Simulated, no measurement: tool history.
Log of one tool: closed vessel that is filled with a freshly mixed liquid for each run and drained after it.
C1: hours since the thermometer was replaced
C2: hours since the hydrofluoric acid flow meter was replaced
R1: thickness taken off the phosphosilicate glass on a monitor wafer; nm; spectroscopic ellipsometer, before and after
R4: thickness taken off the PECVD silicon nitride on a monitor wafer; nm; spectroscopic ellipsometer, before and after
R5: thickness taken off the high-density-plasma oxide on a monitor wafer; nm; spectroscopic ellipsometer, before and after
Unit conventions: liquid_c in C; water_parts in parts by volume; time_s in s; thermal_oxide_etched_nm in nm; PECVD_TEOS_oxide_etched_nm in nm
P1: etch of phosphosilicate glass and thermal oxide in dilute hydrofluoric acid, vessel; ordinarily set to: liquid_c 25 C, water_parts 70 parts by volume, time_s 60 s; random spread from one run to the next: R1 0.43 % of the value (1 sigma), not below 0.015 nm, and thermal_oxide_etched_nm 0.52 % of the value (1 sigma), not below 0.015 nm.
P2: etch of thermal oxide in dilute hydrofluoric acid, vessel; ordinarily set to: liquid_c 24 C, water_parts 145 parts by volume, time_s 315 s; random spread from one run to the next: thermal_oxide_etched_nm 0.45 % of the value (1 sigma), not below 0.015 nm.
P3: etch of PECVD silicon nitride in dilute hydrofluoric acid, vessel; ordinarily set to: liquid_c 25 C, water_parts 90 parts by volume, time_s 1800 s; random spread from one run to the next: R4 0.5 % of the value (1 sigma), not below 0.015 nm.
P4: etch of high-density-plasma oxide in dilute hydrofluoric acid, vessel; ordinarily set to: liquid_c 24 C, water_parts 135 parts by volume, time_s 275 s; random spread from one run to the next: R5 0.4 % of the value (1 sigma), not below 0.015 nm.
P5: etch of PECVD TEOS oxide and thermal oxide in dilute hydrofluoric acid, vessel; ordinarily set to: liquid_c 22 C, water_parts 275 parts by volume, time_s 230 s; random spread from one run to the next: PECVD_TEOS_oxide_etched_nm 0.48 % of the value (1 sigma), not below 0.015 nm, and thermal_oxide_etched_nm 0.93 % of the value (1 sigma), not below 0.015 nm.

run 1 hour=3.6 | process=P1 liquid_c=25 water_parts=70 time_s=60 | C1=443 C2=750.6 | R1=76.875 thermal_oxide_etched_nm=4.5379
run 2 hour=5.7 | process=P2 liquid_c=24 water_parts=145 time_s=315 | C1=445.1 C2=752.7 | thermal_oxide_etched_nm=9.4334
run 3 hour=10 | process=P1 liquid_c=33.5 water_parts=70 time_s=60 | C1=449.4 C2=757 | R1=107.44 thermal_oxide_etched_nm=6.2203
run 4 hour=12.9 | process=P2 liquid_c=24 water_parts=55 time_s=315 | C1=452.3 C2=759.9 | thermal_oxide_etched_nm=27.813
run 5 hour=15 | process=P5 liquid_c=29.5 water_parts=275 time_s=230 | C1=454.4 C2=762 | thermal_oxide_etched_nm=3.7336 PECVD_TEOS_oxide_etched_nm=21.471
run 6 hour=17.4 | process=P3 liquid_c=25 water_parts=90 time_s=920 | C1=456.8 C2=764.4 | R4=23.463
run 7 hour=21.2 | process=P5 liquid_c=22 water_parts=275 time_s=420 | C1=460.6 C2=768.2 | thermal_oxide_etched_nm=5.3349 PECVD_TEOS_oxide_etched_nm=30.153
run 8 hour=24.7 | process=P1 liquid_c=25 water_parts=70 time_s=60 | C1=464.1 C2=771.7 | R1=77.446 thermal_oxide_etched_nm=4.5273
run 9 hour=26.8 | process=P1 liquid_c=28.5 water_parts=25 time_s=60 | C1=466.2 C2=773.8 | R1=264.82 thermal_oxide_etched_nm=15.543
run 10 hour=30 | process=P3 liquid_c=20.5 water_parts=90 time_s=1800 | C1=469.4 C2=777 | R4=33.705
run 11 hour=32.2 | process=P5 liquid_c=22 water_parts=275 time_s=230 | C1=471.6 C2=779.2 | thermal_oxide_etched_nm=2.8253 PECVD_TEOS_oxide_etched_nm=16.498
run 12 hour=34.8 | process=P2 liquid_c=19.5 water_parts=145 time_s=315 | C1=474.2 C2=781.8 | thermal_oxide_etched_nm=7.8381
-- hour=37.2 hydrofluoric acid flow meter replaced
run 13 hour=38.6 | process=P5 liquid_c=22 water_parts=85 time_s=230 | C1=478 C2=1.5 | thermal_oxide_etched_nm=11.311 PECVD_TEOS_oxide_etched_nm=66.048
run 14 hour=42.2 | process=P1 liquid_c=25 water_parts=70 time_s=30 | C1=481.6 C2=5.1 | R1=38.21 thermal_oxide_etched_nm=2.2547
run 15 hour=45.4 | process=P1 liquid_c=25 water_parts=40 time_s=60 | C1=484.8 C2=8.3 | R1=141.44 thermal_oxide_etched_nm=8.3586
run 16 hour=49.6 | process=P1 liquid_c=25 water_parts=70 time_s=60 | C1=489 C2=12.5 | R1=76.942 thermal_oxide_etched_nm=4.5087
run 17 hour=53.7 | process=P4 liquid_c=17 water_parts=135 time_s=275 | C1=493.1 C2=16.6 | R5=7.4281
run 18 hour=56.5 | process=P1 liquid_c=25 water_parts=120 time_s=60 | C1=495.9 C2=19.4 | R1=41.991 thermal_oxide_etched_nm=2.5043
run 19 hour=58.8 | process=P1 liquid_c=25 water_parts=70 time_s=60 | C1=498.2 C2=21.7 | R1=77.479 thermal_oxide_etched_nm=4.5395
run 20 hour=62.4 | process=P1 liquid_c=17.5 water_parts=70 time_s=60 | C1=501.8 C2=25.3 | R1=56.141 thermal_oxide_etched_nm=3.3584
run 21 hour=65.9 | process=P1 liquid_c=25 water_parts=70 time_s=60 | C1=505.3 C2=28.8 | R1=77.942 thermal_oxide_etched_nm=4.4907
run 22 hour=70.4 | process=P1 liquid_c=31 water_parts=115 time_s=60 | C1=509.8 C2=33.3 | R1=55.892 thermal_oxide_etched_nm=3.3058
run 23 hour=72.6 | process=P5 liquid_c=22 water_parts=275 time_s=230 | C1=512 C2=35.5 | thermal_oxide_etched_nm=2.9368 PECVD_TEOS_oxide_etched_nm=16.647
-- hour=74.3 thermometer replaced
run 24 hour=76.2 | process=P1 liquid_c=25 water_parts=70 time_s=105 | C1=1.9 C2=39.1 | R1=133.8 thermal_oxide_etched_nm=7.9493
run 25 hour=80.3 | process=P3 liquid_c=25 water_parts=90 time_s=1800 | C1=6 C2=43.2 | R4=45.565
run 26 hour=83.8 | process=P2 liquid_c=24 water_parts=145 time_s=505 | C1=9.5 C2=46.7 | thermal_oxide_etched_nm=15.06
run 27 hour=86.1 | process=P4 liquid_c=24 water_parts=185 time_s=275 | C1=11.8 C2=49 | R5=6.7421
run 28 hour=90.7 | process=P4 liquid_c=24 water_parts=135 time_s=275 | C1=16.4 C2=53.6 | R5=9.7766
run 29 hour=93.2 | process=P4 liquid_c=24 water_parts=135 time_s=495 | C1=18.9 C2=56.1 | R5=17.518
run 30 hour=97.4 | process=P1 liquid_c=25 water_parts=70 time_s=60 | C1=23.1 C2=60.3 | R1=76.87 thermal_oxide_etched_nm=4.5197
run 31 hour=99.6 | process=P4 liquid_c=24 water_parts=135 time_s=275 | C1=25.3 C2=62.5 | R5=9.694
run 32 hour=103.4 | process=P3 liquid_c=25 water_parts=20 time_s=1800 | C1=29.1 C2=66.3 | R4=196.67
run 33 hour=106.3 | process=P1 liquid_c=25 water_parts=70 time_s=60 | C1=32 C2=69.2 | R1=76.551 thermal_oxide_etched_nm=4.5457
run 34 hour=110.9 | process=P1 liquid_c=25 water_parts=70 time_s=60 | C1=36.6 C2=73.8 | R1=74.677 thermal_oxide_etched_nm=4.3837
run 35 hour=113.2 | process=P1 liquid_c=25 water_parts=70 time_s=60 | C1=38.9 C2=76.1 | R1=74.265 thermal_oxide_etched_nm=4.3336
run 36 hour=117.6 | process=P1 liquid_c=25 water_parts=70 time_s=60 | C1=43.3 C2=80.5 | R1=73.333 thermal_oxide_etched_nm=4.3586

What does the tool deliver on the next run?
run 37 hour=121.9 | process=P1 liquid_c=25 water_parts=70 time_s=60 | C1=47.6 C2=84.8 | R1=? thermal_oxide_etched_nm=?

Run 37 yielded R1 72.837 nm, thermal_oxide_etched_nm 4.3038 nm.
